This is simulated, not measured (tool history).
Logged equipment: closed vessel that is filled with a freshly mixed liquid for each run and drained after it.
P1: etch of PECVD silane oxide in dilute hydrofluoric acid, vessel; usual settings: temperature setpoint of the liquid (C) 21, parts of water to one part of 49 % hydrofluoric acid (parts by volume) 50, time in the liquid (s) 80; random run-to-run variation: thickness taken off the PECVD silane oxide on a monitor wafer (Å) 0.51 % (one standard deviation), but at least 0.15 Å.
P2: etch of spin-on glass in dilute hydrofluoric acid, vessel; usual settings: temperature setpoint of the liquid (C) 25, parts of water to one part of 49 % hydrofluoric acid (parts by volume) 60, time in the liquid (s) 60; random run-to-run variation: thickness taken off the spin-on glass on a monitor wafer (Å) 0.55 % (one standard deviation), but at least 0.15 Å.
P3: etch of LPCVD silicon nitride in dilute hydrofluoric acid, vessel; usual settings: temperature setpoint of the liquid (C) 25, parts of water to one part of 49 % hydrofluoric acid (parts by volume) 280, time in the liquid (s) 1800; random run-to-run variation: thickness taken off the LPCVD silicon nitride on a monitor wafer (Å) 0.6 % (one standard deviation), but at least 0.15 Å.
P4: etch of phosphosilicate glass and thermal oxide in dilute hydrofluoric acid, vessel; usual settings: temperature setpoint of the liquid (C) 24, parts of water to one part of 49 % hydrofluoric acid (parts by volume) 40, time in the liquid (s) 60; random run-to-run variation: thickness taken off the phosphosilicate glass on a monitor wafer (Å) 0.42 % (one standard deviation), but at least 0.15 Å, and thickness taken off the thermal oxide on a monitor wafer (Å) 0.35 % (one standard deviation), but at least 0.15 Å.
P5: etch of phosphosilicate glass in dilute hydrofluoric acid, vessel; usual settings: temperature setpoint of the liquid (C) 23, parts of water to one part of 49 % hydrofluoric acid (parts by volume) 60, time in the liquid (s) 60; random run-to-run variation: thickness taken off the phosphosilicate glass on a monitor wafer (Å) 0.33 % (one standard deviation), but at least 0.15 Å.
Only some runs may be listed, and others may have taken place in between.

| run | hour | process that ran | temperature setpoint of the liquid (C) | parts of water to one part of 49 % hydrofluoric acid (parts by volume) | time in the liquid (s) | hours since the thermometer was replaced | hours since the hydrofluoric acid flow meter was replaced | thickness taken off the PECVD silane oxide on a monitor wafer (Å) | thickness taken off the LPCVD silicon nitride on a monitor wafer (Å) | thickness taken off the spin-on glass on a monitor wafer (Å) | thickness taken off the phosphosilicate glass on a monitor wafer (Å) | thickness taken off the thermal oxide on a monitor wafer (Å) |
|---|---|---|---|---|---|---|---|---|---|---|---|---|
| 1 | 9.3 | P1 | 21 | 50 | 80 | 1110.6 | 998.4 | 516.08 |  |  |  |  |
| 2 | 16.6 | P1 | 21 | 20 | 80 | 1117.9 | 1005.7 | 1336.40 |  |  |  |  |
| 3 | 23.5 | P3 | 25 | 280 | 1800 | 1124.8 | 1012.6 |  | 33.415 |  |  |  |
| 4 | 32.4 | P1 | 21 | 50 | 80 | 1133.7 | 1021.5 | 516.71 |  |  |  |  |
| 5 | 39.1 | P1 | 21 | 85 | 30 | 1140.4 | 1028.2 | 110.17 |  |  |  |  |
| 6 | 47.4 | P3 | 25 | 400 | 1800 | 1148.7 | 1036.5 |  | 23.383 |  |  |  |
| 7 | 55.3 | P1 | 21 | 50 | 140 | 1156.6 | 1044.4 | 909.36 |  |  |  |  |
| 8 | 59.4 | P1 | 17 | 50 | 80 | 1160.7 | 1048.5 | 434.01 |  |  |  |  |
| 9 | 64.2 | P1 | 26 | 50 | 80 | 1165.5 | 1053.3 | 626.61 |  |  |  |  |
| 10 | 70.5 | P1 | 21 | 35 | 35 | 1171.8 | 1059.6 | 326.92 |  |  |  |  |
| 11 | 79.2 | P2 | 25 | 20 | 60 | 1180.5 | 1068.3 |  |  | 1313.60 |  |  |
| 12 | 83.9 | P4 | 24 | 40 | 30 | 1185.2 | 1073.0 |  |  |  | 985.87 | 39.697 |
| 13 | 92.4 | P5 | 28 | 60 | 60 | 1193.7 | 1081.5 |  |  |  | 1114.70 |  |
| 14 | 100.6 | P4 | 24 | 40 | 60 | 1201.9 | 1089.7 |  |  |  | 1978.10 | 79.518 |
| 15 | 106.9 | P5 | 23 | 60 | 60 | 1208.2 | 1096.0 |  |  |  | 905.26 |  |
| 16 | 113.3 | P5 | 23 | 60 | 30 | 1214.6 | 1102.4 |  |  |  | 453.30 |  |
| 17 | 118.9 | P1 | 17 | 85 | 80 | 1220.2 | 1108.0 | 248.11 |  |  |  |  |
| 18 | 127.5 | P1 | 21 | 75 | 80 | 1228.8 | 1116.6 | 332.26 |  |  |  |  |
| 19 | 136.5 | P1 | 21 | 50 | 30 | 1237.8 | 1125.6 | 192.13 |  |  |  |  |
| 20 | 143.1 | P1 | 21 | 50 | 80 | 1244.4 | 1132.2 | 516.06 |  |  |  |  |
| 21 | 151.8 | P3 | 25 | 280 | 1005 | 1253.1 | 1140.9 |  | 18.507 |  |  |  |
| 22 | 157.5 | P1 | 21 | 50 | 80 | 1258.8 | 1146.6 | 509.84 |  |  |  |  |
| 23 | 165.9 | P2 | 30 | 60 | 60 | 1267.2 | 1155.0 |  |  | 501.47 |  |  |
| 24 | 173.3 | P3 | 17 | 280 | 1800 | 1274.6 | 1162.4 |  | 20.274 |  |  |  |
| 25 | 178.9 | P5 | 23 | 40 | 60 | 1280.2 | 1168.0 |  |  |  | 1400.50 |  |
| 26 | 183.7 | P2 | 25 | 60 | 60 | 1285.0 | 1172.8 |  |  | 414.55 |  |  |
| 27 | 188.7 | P4 | 24 | 55 | 60 | 1290.0 | 1177.8 |  |  |  | 1416.00 | 56.190 |
| 28 | 197.7 | P1 | 21 | 50 | 80 | 1299.0 | 1186.8 | 514.22 |  |  |  |  |
| 29 | 205.2 | P4 | 20 | 40 | 60 | 1306.5 | 1194.3 |  |  |  | 1673.00 | 66.012 |
| 30 | 209.4 | P2 | 25 | 60 | 35 | 1310.7 | 1198.5 |  |  | 241.31 |  |  |
| 31 | 214.4 | P1 | 21 | 50 | 80 | 1315.7 | 1203.5 | 508.26 |  |  |  |  |
| 32 | 221.2 | P1 | 21 | 50 | 80 | 1322.5 | 1210.3 | 538.16 |  |  |  |  |
| 33 | 227.7 | P1 | 21 | 50 | 80 | 1329.0 | 1216.8 | 546.30 |  |  |  |  |
| 34 | 236.5 | P1 | 21 | 50 | 80 | 1337.8 | 1225.6 | 560.45 |  |  |  |  |
| 35 | 241.5 | P1 | 21 | 50 | 80 | 1342.8 | 1230.6 | 561.63 |  |  |  |  |
| 36 | 250.2 | P1 | 21 | 50 | 80 | 1351.5 | 1239.3 | 560.03 |  |  |  |  |
| 37 | 256.9 | P1 | 21 | 50 | 80 | 1358.2 | 1246.0 | 564.48 |  |  |  |  |
| 38 | 262.1 | P1 | 21 | 50 | 80 | 1363.4 | 1251.2 | 566.46 |  |  |  |  |

What P1 gives has crept off from where it sat before. The 2 causes that follow fit the log equally well, each at the size noted:
A: hydrofluoric acid flow above the setpoint (%) = 8.87
B: liquid hotter than its thermometer reads (K) = 2.16
The onset of the drift is placed at about hour 214.4.

Which of the check runs below tells the causes apart, meaning the causes would give it clearly different results? Each run uses 2 wafers whose results are averaged, and each result is shown as a question mark.
| check 1 | 267.3 | P3 | 25 | 280 | 1800 |  |  |  | ? |  |  |  |
| check 2 | 267.3 | P5 | 23 | 60 | 60 |  |  |  |  |  | ? |  |
| check 3 | 267.3 | P4 | 24 | 40 | 60 |  |  |  |  |  | ? | ? |
| check 4 | 267.3 | P2 | 25 | 60 | 60 |  |  |  |  | ? |  |  |

Predicted outcomes, by check and by cause:
| check | result | if A | if B |
|---|---|---|---|
| check 1 | thickness taken off the LPCVD silicon nitride on a monitor wafer (Å) | 36.761 | 38.466 |
| check 2 | thickness taken off the phosphosilicate glass on a monitor wafer (Å) | 994.32 | 991.21 |
| check 3 | thickness taken off the phosphosilicate glass on a monitor wafer (Å) | 2166.80 | 2165.70 |
| check 3 | thickness taken off the thermal oxide on a monitor wafer (Å) | 86.327 | 86.284 |
| check 4 | thickness taken off the spin-on glass on a monitor wafer (Å) | 453.92 | 451.71 |
Per check, the gap between the least separated pair of causes, taken in the result that splits them most: check 1 4.53 %; check 2 0.31 %; check 3 0.05 %; check 4 0.49 %
The other checks would show nearly matching results whichever cause is true, so check 1 is the only one that separates the causes.

Here is what check 1 returned: thickness taken off the LPCVD silicon nitride on a monitor wafer (Å) 36.863. Which cause is it?

Of the candidate causes, it is A: hydrofluoric acid flow above the setpoint (%).
